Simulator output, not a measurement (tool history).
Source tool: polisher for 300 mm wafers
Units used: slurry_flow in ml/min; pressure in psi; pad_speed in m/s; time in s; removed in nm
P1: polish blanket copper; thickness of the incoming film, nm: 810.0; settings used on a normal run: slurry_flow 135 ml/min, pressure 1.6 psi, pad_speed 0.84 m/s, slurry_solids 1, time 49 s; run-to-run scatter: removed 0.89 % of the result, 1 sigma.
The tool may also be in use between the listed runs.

| run | hour | slurry_flow | pressure | pad_speed | slurry_solids | time | wafers polished on this pad | hours since the slurry nozzle was cleaned | hours since the head pressure was calibrated | hours since the slurry blender was calibrated | removed |
|---|---|---|---|---|---|---|---|---|---|---|---|
| 1 | 11.9 | 135 | 1.6 | 0.84 | 1 | 49 | 618 | 370.9 | 243.5 | 49.6 | 63.089 |
| 2 | 23.6 | 135 | 1.6 | 0.84 | 1.25 | 70 | 800 | 382.6 | 255.2 | 61.3 | 96.053 |
|  | 33.7 | worn pad replaced by a new one |
| 3 | 38 | 135 | 1.6 | 0.84 | 1.4 | 49 | 67 | 397 | 269.6 | 75.7 | 68.74 |
|  | 42.2 | slurry nozzle cleaned |
| 4 | 44.5 | 135 | 1.6 | 0.84 | 1 | 26 | 168 | 2.4 | 276.1 | 82.2 | 34.095 |
| 5 | 51.3 | 80 | 1.6 | 0.84 | 1 | 49 | 273 | 9.2 | 282.9 | 89 | 56.428 |
| 6 | 61.4 | 135 | 1.6 | 0.84 | 1 | 49 | 430 | 19.3 | 293 | 99.1 | 64.016 |
| 7 | 71.5 | 135 | 1.6 | 0.84 | 1 | 49 | 586 | 29.4 | 303.1 | 109.2 | 63.179 |
| 8 | 78.6 | 135 | 1.6 | 0.84 | 0.75 | 49 | 697 | 36.5 | 310.2 | 116.3 | 60.358 |
| 9 | 93.6 | 135 | 1.6 | 0.84 | 1 | 49 | 929 | 51.5 | 325.2 | 131.3 | 63.807 |
| 10 | 107 | 135 | 1.6 | 0.84 | 0.6 | 25 | 1137 | 64.9 | 338.6 | 144.7 | 29.558 |
| 11 | 117.3 | 135 | 1.6 | 0.54 | 1 | 49 | 1296 | 75.2 | 348.9 | 155 | 40.654 |
| 12 | 124.5 | 135 | 1.6 | 0.84 | 1 | 49 | 1408 | 82.4 | 356.1 | 162.2 | 63.888 |
| 13 | 132.6 | 135 | 1.6 | 1.26 | 1 | 49 | 1533 | 90.5 | 364.2 | 170.3 | 95.503 |
| 14 | 143.7 | 135 | 1.1 | 0.84 | 1 | 49 | 1705 | 101.6 | 375.3 | 181.4 | 43.415 |
| 15 | 154.1 | 135 | 1.6 | 0.84 | 1 | 68 | 1867 | 112 | 385.7 | 191.8 | 87.971 |
| 16 | 166.8 | 95 | 1.2 | 0.84 | 1 | 49 | 2063 | 124.7 | 398.4 | 204.5 | 43.556 |
|  | 169.8 | head pressure recalibrated |
| 17 | 180.2 | 135 | 2.3 | 0.84 | 1 | 49 | 2271 | 138.1 | 10.4 | 217.9 | 92.007 |
| 18 | 194.3 | 205 | 1.6 | 0.84 | 1 | 49 | 2490 | 152.2 | 24.5 | 232 | 68.576 |
| 19 | 206.1 | 135 | 1.6 | 0.84 | 1 | 49 | 2673 | 164 | 36.3 | 243.8 | 63.554 |
| 20 | 215.1 | 135 | 1.6 | 0.84 | 1 | 49 | 2812 | 173 | 45.3 | 252.8 | 61.184 |
| 21 | 228.6 | 135 | 1.6 | 0.84 | 1 | 49 | 3021 | 186.5 | 58.8 | 266.3 | 58.938 |
|  | 235 | worn pad replaced by a new one |
| 22 | 240.2 | 135 | 1.6 | 0.84 | 1 | 49 | 81 | 198.1 | 70.4 | 277.9 | 59.29 |
| 23 | 249.4 | 135 | 1.6 | 0.84 | 1 | 49 | 224 | 207.3 | 79.6 | 287.1 | 59.567 |
|  | 252 | slurry blender recalibrated |
| 24 | 261.1 | 135 | 1.6 | 0.84 | 1 | 49 | 405 | 219 | 91.3 | 9.1 | 58.894 |
| 25 | 267.9 | 135 | 1.6 | 0.84 | 1 | 49 | 510 | 225.8 | 98.1 | 15.9 | 58.645 |
| 26 | 275.7 | 135 | 1.6 | 0.84 | 1 | 49 | 631 | 233.6 | 105.9 | 23.7 | 58.078 |

The output of P1 has drifted from where it used to be. Each of the 2 causes below, taken at the size shown beside it, accounts for the log equally well:
A: head's pressure below its setpoint, % = 8.5
B: slurry flow missing at the pad, % = 32.3
The creep began at about hour 206.1.
Other possible causes, and why each is ruled out:
removal rate lost through wear of the pad, %: its service at hour 235 followed the start of the drift and did not put the process back to its old value
abrasive missing from the slurry, %: its service at hour 252 followed the start of the drift and did not put the process back to its old value

Which of the check runs below tells the causes apart, meaning the causes would give it clearly different results? Each run uses 5 wafers whose results are averaged, and each result is shown as a question mark.
| check 1 | 283.5 | 135 | 1.6 | 0.66 | 1 | 49 |  |  |  |  | ? |
| check 2 | 283.5 | 205 | 1.6 | 0.84 | 1 | 49 |  |  |  |  | ? |
| check 3 | 283.5 | 135 | 1.6 | 1.22 | 1 | 49 |  |  |  |  | ? |
| check 4 | 283.5 | 135 | 1.6 | 0.84 | 1.3 | 49 |  |  |  |  | ? |

Check results expected under each cause:
| check | result | if A | if B |
|---|---|---|---|
| check 1 | removed | 45.831 | 45.822 |
| check 2 | removed | 62.313 | 64.082 |
| check 3 | removed | 84.719 | 84.701 |
| check 4 | removed | 61.758 | 61.745 |
Separation of the two closest causes in each check, using whichever result separates them best: check 1 0.02 %; check 2 2.8 %; check 3 0.02 %; check 4 0.02 %
Only in check 2 would the causes give clearly different results; in the remaining checks their results would be nearly the same.

Running check 2 produced the following: removed 62.63 nm. Which one of the listed causes fits?

The cause is A: head's pressure below its setpoint, %.
